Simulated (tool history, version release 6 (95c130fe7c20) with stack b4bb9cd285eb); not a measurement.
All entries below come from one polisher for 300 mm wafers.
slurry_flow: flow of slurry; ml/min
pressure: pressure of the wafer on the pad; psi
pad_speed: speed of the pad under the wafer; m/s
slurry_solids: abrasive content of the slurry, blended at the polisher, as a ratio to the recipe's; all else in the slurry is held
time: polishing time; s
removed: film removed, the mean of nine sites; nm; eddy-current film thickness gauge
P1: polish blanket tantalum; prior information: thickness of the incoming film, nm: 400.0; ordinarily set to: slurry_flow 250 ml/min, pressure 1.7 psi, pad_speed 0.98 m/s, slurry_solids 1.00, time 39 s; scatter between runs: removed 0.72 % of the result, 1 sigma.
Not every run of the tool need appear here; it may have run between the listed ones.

run    day  slurry_flow  pressure  pad_speed  slurry_solids  time  removed
  1  0.200          250       1.7       0.98           1.00    39   46.312
  2  0.421          250       1.7       0.98           0.55    39   37.683
  3  0.621          250       1.7       0.98           1.00    61   71.317
  4  0.758          150       1.7       0.98           1.00    39   42.813
  5  0.979          250       0.9       0.98           1.00    39   24.786
  6  1.112          250       1.7       1.54           1.00    39   72.785
     1.200  -- head pressure recalibrated
  7  1.258          250       1.7       0.98           1.00    39   45.938
  8  1.400          250       2.7       0.98           1.00    39   72.309
  9  1.575          250       1.7       0.98           1.00    39   46.299
 10  1.708          250       1.7       0.98           1.00    25   29.336
 11  1.875          250       1.7       0.98           1.00    39   45.948
 12  2.067          180       1.7       0.98           1.00    49   55.698
 13  2.288          320       1.7       0.98           1.00    39   47.709
 14  2.521          250       1.7       0.98           1.00    39   46.085
 15  2.700          250       1.7       0.60           1.00    39   28.129
 16  2.929          250       1.7       0.98           1.25    39   49.728
 17  3.042          250       1.7       0.98           1.00    39   45.849
 18  3.238          250       1.7       0.98           1.00    39   45.989
 19  3.475          250       1.7       0.98           1.00    39   44.378
 20  3.608          250       1.7       0.98           1.00    39   43.665
 21  3.758          250       1.7       0.98           1.00    39   43.609
 22  3.967          250       1.7       0.98           1.00    39   42.929
     4.062  -- head pressure recalibrated
 23  4.183          250       1.7       0.98           1.00    39   43.720
     4.204  -- slurry nozzle cleaned
 24  4.288          250       1.7       0.98           1.00    39   42.552
 25  4.508          250       1.7       0.98           1.00    39   42.423
 26  4.750          250       1.7       0.98           1.00    39   42.588

Forecast run 27:
 27  4.983          250       1.7       0.98           1.00    39        ?

removed: 43.051 nm

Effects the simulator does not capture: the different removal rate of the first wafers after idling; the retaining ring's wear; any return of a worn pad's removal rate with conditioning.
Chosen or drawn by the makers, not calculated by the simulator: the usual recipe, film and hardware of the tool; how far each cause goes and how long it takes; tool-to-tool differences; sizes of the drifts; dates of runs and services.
